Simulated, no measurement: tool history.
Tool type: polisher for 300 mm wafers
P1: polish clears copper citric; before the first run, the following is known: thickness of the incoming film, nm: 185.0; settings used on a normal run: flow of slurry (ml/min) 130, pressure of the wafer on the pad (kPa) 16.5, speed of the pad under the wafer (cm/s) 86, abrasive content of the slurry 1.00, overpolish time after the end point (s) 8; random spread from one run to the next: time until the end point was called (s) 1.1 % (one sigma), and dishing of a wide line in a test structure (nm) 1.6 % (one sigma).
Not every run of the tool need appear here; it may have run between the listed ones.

run	hour	flow of slurry (ml/min)	pressure of the wafer on the pad (kPa)	speed of the pad under the wafer (cm/s)	abrasive content of the slurry	overpolish time after the end point (s)	time until the end point was called (s)	dishing of a wide line in a test structure (nm)
1	12.1	130	16.5	86	1.00	8	119.510	8.5547
2	20.7	130	23.4	86	1.00	4	85.335	6.3299
3	30.1	130	16.5	86	1.00	8	118.750	8.3743
4	41.5	130	16.5	86	0.55	8	133.650	8.0193
5	48.6	130	24.8	86	1.00	8	78.797	12.4800
6	60.1	130	16.5	86	1.00	14	121.200	13.7960
7	72.4	130	7.6	86	1.00	8	251.830	4.4172
8	84.7	185	16.5	50	1.00	8	189.550	5.7961
9	93.8	130	16.5	86	1.00	8	118.550	8.5683
# hour 98.0: head pressure recalibrated
10	102.9	130	16.5	86	1.00	8	121.600	8.6907
11	110.9	130	16.5	86	1.00	8	119.550	8.9406
12	121.7	130	16.5	86	1.00	2	120.330	2.4023
13	130.8	80	16.5	86	1.00	15	134.040	13.2140
14	142.5	200	16.5	86	1.00	8	111.400	9.3687
15	149.7	130	16.5	122	1.00	8	84.578	11.3970
16	159.0	90	16.5	86	1.00	8	131.170	7.8680
17	167.5	130	16.5	86	1.00	8	118.850	8.4397
18	179.9	130	16.5	40	1.00	8	249.110	4.5015
19	192.6	130	16.5	86	1.50	8	109.390	9.5868
20	205.3	130	16.5	86	1.00	8	119.620	8.8320
21	216.1	130	16.5	86	1.00	8	123.670	8.2701
22	224.7	130	16.5	86	1.00	8	126.840	8.1927
23	231.6	130	16.5	86	1.00	8	128.960	7.9972
24	238.3	130	16.5	86	1.00	8	127.650	7.9697
# hour 245.0: head pressure recalibrated
25	245.8	130	16.5	86	1.00	8	131.690	7.9972
26	256.6	130	16.5	86	1.00	8	131.860	7.9549
# hour 262.9: slurry blender recalibrated
27	266.9	130	16.5	86	1.00	8	133.950	7.8468
28	276.0	130	16.5	86	1.00	8	131.530	7.8940
29	282.0	130	16.5	86	1.00	8	134.180	7.7776
30	289.3	130	16.5	86	1.00	8	132.370	7.8693

The log shows P1 creeping away from where it was. Any of the 2 causes listed here, at the size stated for it, fits the log just as well as the others:
A: slurry flow missing at the pad, % = 37
B: removal rate lost through wear of the pad, % = 10.6
Onset of the creep was near hour 205.3.
What rules out each remaining cause:
head's pressure below its setpoint, %: serviced at hour 245.0, after the change had begun; the process did not return to its earlier output
abrasive missing from the slurry, %: serviced at hour 262.9, after the change had begun; the process did not return to its earlier output

The list below offers 4 check runs, each averaging the results of 5 wafers, and shows each result as a question mark. For which of them would the listed causes give clearly different results?
check 1	296.6	130	10.3	86	0.70	8	?	?
check 2	296.6	130	16.5	86	1.45	8	?	?
check 3	296.6	195	16.5	86	1.00	8	?	?
check 4	296.6	130	16.5	122	1.30	8	?	?

Outcome of each check run for each possible cause:
check	result	if A	if B
check 1	time until the end point was called (s)	225.840	225.740
check 1	dishing of a wide line in a test structure (nm)	4.8359	4.8380
check 2	time until the end point was called (s)	123.250	123.190
check 2	dishing of a wide line in a test structure (nm)	8.4528	8.4563
check 3	time until the end point was called (s)	120.840	125.040
check 3	dishing of a wide line in a test structure (nm)	8.6028	8.3449
check 4	time until the end point was called (s)	89.934	89.893
check 4	dishing of a wide line in a test structure (nm)	11.1190	11.1230
Distance between the nearest two causes, measured in the result of the check that separates them most: check 1 0.05 %; check 2 0.05 %; check 3 3.41 %; check 4 0.05 %
The other checks would show nearly matching results whichever cause is true, so check 3 is the only one that separates the causes.

Here is what check 3 returned: time until the end point was called (s) 120.160; dishing of a wide line in a test structure (nm) 8.7319. Which cause is it?

It was cause A: slurry flow missing at the pad, %.
